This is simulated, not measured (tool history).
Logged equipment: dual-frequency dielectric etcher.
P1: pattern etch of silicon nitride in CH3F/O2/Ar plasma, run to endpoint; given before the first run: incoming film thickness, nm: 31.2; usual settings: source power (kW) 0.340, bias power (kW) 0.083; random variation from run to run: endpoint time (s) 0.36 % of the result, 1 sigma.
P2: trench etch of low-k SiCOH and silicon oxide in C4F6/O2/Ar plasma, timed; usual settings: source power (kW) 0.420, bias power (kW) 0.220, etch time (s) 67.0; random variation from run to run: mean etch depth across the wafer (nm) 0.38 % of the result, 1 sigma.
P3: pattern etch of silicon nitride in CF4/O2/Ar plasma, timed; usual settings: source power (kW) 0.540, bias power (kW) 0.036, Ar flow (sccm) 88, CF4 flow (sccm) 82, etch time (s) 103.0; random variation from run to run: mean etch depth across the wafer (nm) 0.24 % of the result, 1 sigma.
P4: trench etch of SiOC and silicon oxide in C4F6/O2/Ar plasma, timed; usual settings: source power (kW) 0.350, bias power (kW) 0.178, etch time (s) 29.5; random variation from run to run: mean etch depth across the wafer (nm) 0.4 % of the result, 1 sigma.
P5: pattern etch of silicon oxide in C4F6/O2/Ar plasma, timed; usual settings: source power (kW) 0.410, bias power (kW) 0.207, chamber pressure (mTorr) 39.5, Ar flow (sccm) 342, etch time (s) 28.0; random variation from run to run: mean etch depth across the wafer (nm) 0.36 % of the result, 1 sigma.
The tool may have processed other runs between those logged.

run	hour	process that ran	source power (kW)	bias power (kW)	Ar flow (sccm)	CF4 flow (sccm)	etch time (s)	chamber pressure (mTorr)	endpoint time (s)	mean etch depth across the wafer (nm)
1	8.1	P1	0.340	0.083					45.280	
2	17.6	P3	0.540	0.036	88	82	103.0			182.870
3	26.3	P1	0.270	0.083					49.450	
4	32.1	P4	0.350	0.107			29.5			47.378
5	39.4	P2	0.420	0.220			67.0			234.520
6	46.3	P4	0.350	0.178			29.5			55.047
7	56.3	P5	0.410	0.207	342		28.0	39.5		85.645
8	62.3	P3	0.540	0.036	88	53	103.0			169.810
9	67.6	P4	0.490	0.178			29.5			62.877
10	74.0	P1	0.340	0.083					45.333	
11	81.3	P2	0.310	0.220			67.0			209.050
12	86.8	P5	0.410	0.207	342		15.5	39.5		47.973
13	96.4	P3	0.710	0.036	88	82	103.0			232.410
14	104.6	P5	0.410	0.150	342		28.0	39.5		78.063
15	111.3	P1	0.460	0.083					40.514	
16	118.5	P1	0.340	0.083					45.379	
17	125.2	P5	0.550	0.207	342		28.0	39.5		96.678
18	133.7	P1	0.340	0.063					49.771	
19	144.0	P5	0.410	0.207	245		28.0	39.5		88.663
20	153.0	P4	0.350	0.178			16.0			29.674
21	162.4	P2	0.420	0.220			67.0			234.610
22	169.6	P5	0.410	0.207	342		28.0	39.5		86.352
# hour 174.8: source power generator calibrated
23	175.6	P3	0.540	0.025	88	82	103.0			162.390
24	184.0	P1	0.340	0.106					41.168	
# hour 191.3: wet clean of the chamber
25	194.0	P1	0.340	0.083					45.225	
26	204.3	P3	0.540	0.036	55	82	103.0			194.990
27	211.4	P1	0.230	0.097					49.450	
28	217.5	P3	0.540	0.036	88	82	103.0			182.590
29	227.5	P1	0.340	0.083					45.263	
30	233.3	P3	0.540	0.036	88	82	144.0			255.270
31	240.8	P1	0.340	0.083					45.290	
32	249.1	P2	0.420	0.275			67.0			251.280
33	254.3	P5	0.410	0.207	342		28.0	47.5		84.185
34	262.5	P2	0.420	0.220			92.5			322.920
35	269.5	P1	0.340	0.083					45.051	
36	275.9	P1	0.340	0.083					45.585	
37	280.7	P1	0.340	0.083					45.624	

Expected results for the next run?
38	286.1	P1	0.340	0.083					?	

endpoint time (s): 45.892

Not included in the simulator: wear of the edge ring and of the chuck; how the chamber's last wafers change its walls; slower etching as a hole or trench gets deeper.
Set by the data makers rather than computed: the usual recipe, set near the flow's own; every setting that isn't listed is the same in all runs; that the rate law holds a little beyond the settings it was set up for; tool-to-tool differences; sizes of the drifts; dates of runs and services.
